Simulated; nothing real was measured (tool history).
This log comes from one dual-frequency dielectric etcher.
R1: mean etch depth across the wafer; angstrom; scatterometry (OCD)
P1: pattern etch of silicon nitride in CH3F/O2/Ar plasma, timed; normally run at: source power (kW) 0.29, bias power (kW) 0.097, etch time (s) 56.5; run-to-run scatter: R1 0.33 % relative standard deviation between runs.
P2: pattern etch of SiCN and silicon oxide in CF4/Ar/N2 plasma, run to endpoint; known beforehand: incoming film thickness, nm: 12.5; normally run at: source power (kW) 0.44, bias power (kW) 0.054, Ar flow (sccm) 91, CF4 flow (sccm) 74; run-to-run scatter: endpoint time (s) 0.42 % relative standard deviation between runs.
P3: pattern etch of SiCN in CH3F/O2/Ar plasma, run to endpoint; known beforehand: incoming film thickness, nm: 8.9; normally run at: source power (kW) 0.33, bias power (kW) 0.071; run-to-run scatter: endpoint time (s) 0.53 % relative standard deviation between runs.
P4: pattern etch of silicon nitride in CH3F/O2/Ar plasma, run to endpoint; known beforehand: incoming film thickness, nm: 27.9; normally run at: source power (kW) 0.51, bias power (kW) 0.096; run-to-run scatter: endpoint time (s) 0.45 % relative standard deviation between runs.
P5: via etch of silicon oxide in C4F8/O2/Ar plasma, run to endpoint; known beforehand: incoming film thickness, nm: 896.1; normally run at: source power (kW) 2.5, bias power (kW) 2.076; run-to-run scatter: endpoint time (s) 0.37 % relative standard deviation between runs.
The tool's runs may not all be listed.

Run 1, day 0.292: process that ran P1, source power (kW) 0.29, bias power (kW) 0.097, etch time (s) 56.5. Result: R1 393.05 angstrom.
Run 2, day 0.65: process that ran P5, source power (kW) 2.5, bias power (kW) 2.733. Result: endpoint time (s) 154.09.
Run 3, day 0.988: process that ran P5, source power (kW) 2.5, bias power (kW) 2.076. Result: endpoint time (s) 166.21.
Run 4, day 1.433: process that ran P1, source power (kW) 0.29, bias power (kW) 0.097, etch time (s) 56.5. Result: R1 390.15 angstrom.
Run 5, day 1.908: process that ran P4, source power (kW) 0.51, bias power (kW) 0.096. Result: endpoint time (s) 32.782.
Run 6, day 2.246: process that ran P2, source power (kW) 0.44, bias power (kW) 0.054, Ar flow (sccm) 91, CF4 flow (sccm) 74. Result: endpoint time (s) 15.95.
Run 7, day 2.679: process that ran P1, source power (kW) 0.29, bias power (kW) 0.097, etch time (s) 56.5. Result: R1 394.18 angstrom.
Run 8, day 2.917: process that ran P2, source power (kW) 0.44, bias power (kW) 0.054, Ar flow (sccm) 91, CF4 flow (sccm) 96. Result: endpoint time (s) 15.282.
Run 9, day 3.329: process that ran P1, source power (kW) 0.29, bias power (kW) 0.097, etch time (s) 73. Result: R1 508.62 angstrom.
Run 10, day 3.633: process that ran P1, source power (kW) 0.29, bias power (kW) 0.097, etch time (s) 56.5. Result: R1 395.37 angstrom.
Run 11, day 3.85: process that ran P4, source power (kW) 0.51, bias power (kW) 0.116. Result: endpoint time (s) 30.464.
Run 12, day 4.15: process that ran P2, source power (kW) 0.44, bias power (kW) 0.054, Ar flow (sccm) 91, CF4 flow (sccm) 74. Result: endpoint time (s) 15.976.
Run 13, day 4.6: process that ran P2, source power (kW) 0.44, bias power (kW) 0.054, Ar flow (sccm) 61, CF4 flow (sccm) 74. Result: endpoint time (s) 14.932.
Run 14, day 4.892: process that ran P1, source power (kW) 0.35, bias power (kW) 0.097, etch time (s) 56.5. Result: R1 420.69 angstrom.
Run 15, day 5.112: process that ran P3, source power (kW) 0.46, bias power (kW) 0.071. Result: endpoint time (s) 22.77.
Run 16, day 5.321: process that ran P4, source power (kW) 0.4, bias power (kW) 0.096. Result: endpoint time (s) 35.453.
Run 17, day 5.771: process that ran P5, source power (kW) 3.24, bias power (kW) 2.076. Result: endpoint time (s) 150.09.
Run 18, day 6.062: process that ran P1, source power (kW) 0.29, bias power (kW) 0.097, etch time (s) 33. Result: R1 230.28 angstrom.
Run 19, day 6.271: process that ran P1, source power (kW) 0.18, bias power (kW) 0.097, etch time (s) 82.5. Result: R1 484.57 angstrom.
Run 20, day 6.542: process that ran P1, source power (kW) 0.29, bias power (kW) 0.097, etch time (s) 56.5. Result: R1 392.52 angstrom.
Run 21, day 6.983: process that ran P3, source power (kW) 0.33, bias power (kW) 0.071. Result: endpoint time (s) 25.95.
Run 22, day 7.275: process that ran P1, source power (kW) 0.29, bias power (kW) 0.118, etch time (s) 56.5. Result: R1 422.66 angstrom.
Run 23, day 7.562: process that ran P1, source power (kW) 0.23, bias power (kW) 0.097, etch time (s) 56.5. Result: R1 361.04 angstrom.
Run 24, day 7.85: process that ran P1, source power (kW) 0.23, bias power (kW) 0.097, etch time (s) 43. Result: R1 275.58 angstrom.
Run 25, day 8.321: process that ran P3, source power (kW) 0.33, bias power (kW) 0.054. Result: endpoint time (s) 28.494.
Run 26, day 8.525: process that ran P1, source power (kW) 0.19, bias power (kW) 0.097, etch time (s) 39. Result: R1 232.94 angstrom.
Run 27, day 8.912: process that ran P1, source power (kW) 0.29, bias power (kW) 0.097, etch time (s) 56.5. Result: R1 394.64 angstrom.
Run 28, day 9.283: process that ran P2, source power (kW) 0.44, bias power (kW) 0.031, Ar flow (sccm) 91, CF4 flow (sccm) 74. Result: endpoint time (s) 18.741.
Run 29, day 9.575: process that ran P2, source power (kW) 0.34, bias power (kW) 0.054, Ar flow (sccm) 91, CF4 flow (sccm) 74. Result: endpoint time (s) 20.07.
Run 30, day 9.946: process that ran P1, source power (kW) 0.29, bias power (kW) 0.097, etch time (s) 56.5. Result: R1 393.39 angstrom.
Run 31, day 10.379: process that ran P1, source power (kW) 0.29, bias power (kW) 0.072, etch time (s) 56.5. Result: R1 353.47 angstrom.
Run 32, day 10.721: process that ran P1, source power (kW) 0.29, bias power (kW) 0.097, etch time (s) 56.5. Result: R1 392.21 angstrom.
Run 33, day 10.954: process that ran P1, source power (kW) 0.29, bias power (kW) 0.097, etch time (s) 56.5. Result: R1 392.32 angstrom.
Run 34, day 11.183: process that ran P1, source power (kW) 0.29, bias power (kW) 0.097, etch time (s) 56.5. Result: R1 391.42 angstrom.
Run 35, day 11.646: process that ran P1, source power (kW) 0.29, bias power (kW) 0.097, etch time (s) 56.5. Result: R1 387.64 angstrom.
Run 36, day 12.021: process that ran P1, source power (kW) 0.29, bias power (kW) 0.097, etch time (s) 56.5. Result: R1 388.1 angstrom.
Run 37, day 12.362: process that ran P1, source power (kW) 0.29, bias power (kW) 0.097, etch time (s) 56.5. Result: R1 386.41 angstrom.
At day 12.442: wet clean of the chamber.
Run 38, day 12.667: process that ran P1, source power (kW) 0.29, bias power (kW) 0.097, etch time (s) 56.5. Result: R1 387.31 angstrom.
Run 39, day 13.1: process that ran P1, source power (kW) 0.29, bias power (kW) 0.097, etch time (s) 56.5. Result: R1 385.32 angstrom.

Compared with where it was, what P1 gives has crept away. Each cause listed below fits the log as well as the rest, at the size given for it:
A: source power that arrives under what is set, % = 4.61
B: bias power that arrives under what is set, % = 4.6
The onset of the drift is placed at about day 10.721.
Other possible causes, and why each is ruled out:
chamber walls in a state that lowers the etch rate, %: work on it at day 12.442, done after the drift set in, did not restore what the process gave before

You are offered 4 check runs, listed below with question marks in place of their results; each one averages 2 wafers. Which run separates the listed causes by giving clearly different results for each?
Run check 1, day 13.533: process that ran P4, source power (kW) 0.51, bias power (kW) 0.096. Result: endpoint time (s) ?.
Run check 2, day 13.533: process that ran P3, source power (kW) 0.33, bias power (kW) 0.071. Result: endpoint time (s) ?.
Run check 3, day 13.533: process that ran P5, source power (kW) 2.5, bias power (kW) 2.076. Result: endpoint time (s) ?.
Run check 4, day 13.533: process that ran P2, source power (kW) 0.44, bias power (kW) 0.054, Ar flow (sccm) 91, CF4 flow (sccm) 74. Result: endpoint time (s) ?.

Expected result of each check under each candidate cause:
  check             result    if A    if B
check 1  endpoint time (s)  33.279   33.25
check 2  endpoint time (s)  26.406  26.382
check 3  endpoint time (s)  169.56  168.61
check 4  endpoint time (s)  16.595  16.143
Separation of the two closest causes in each check, using whichever result separates them best: check 1 0.09 %; check 2 0.09 %; check 3 0.56 %; check 4 2.76 %
The other checks would show nearly matching results whichever cause is true, so check 4 is the only one that separates the causes.

The results of check 4 are: endpoint time (s) 16.656. Based on these, which of the listed causes is it?

The cause is A: source power that arrives under what is set, %.
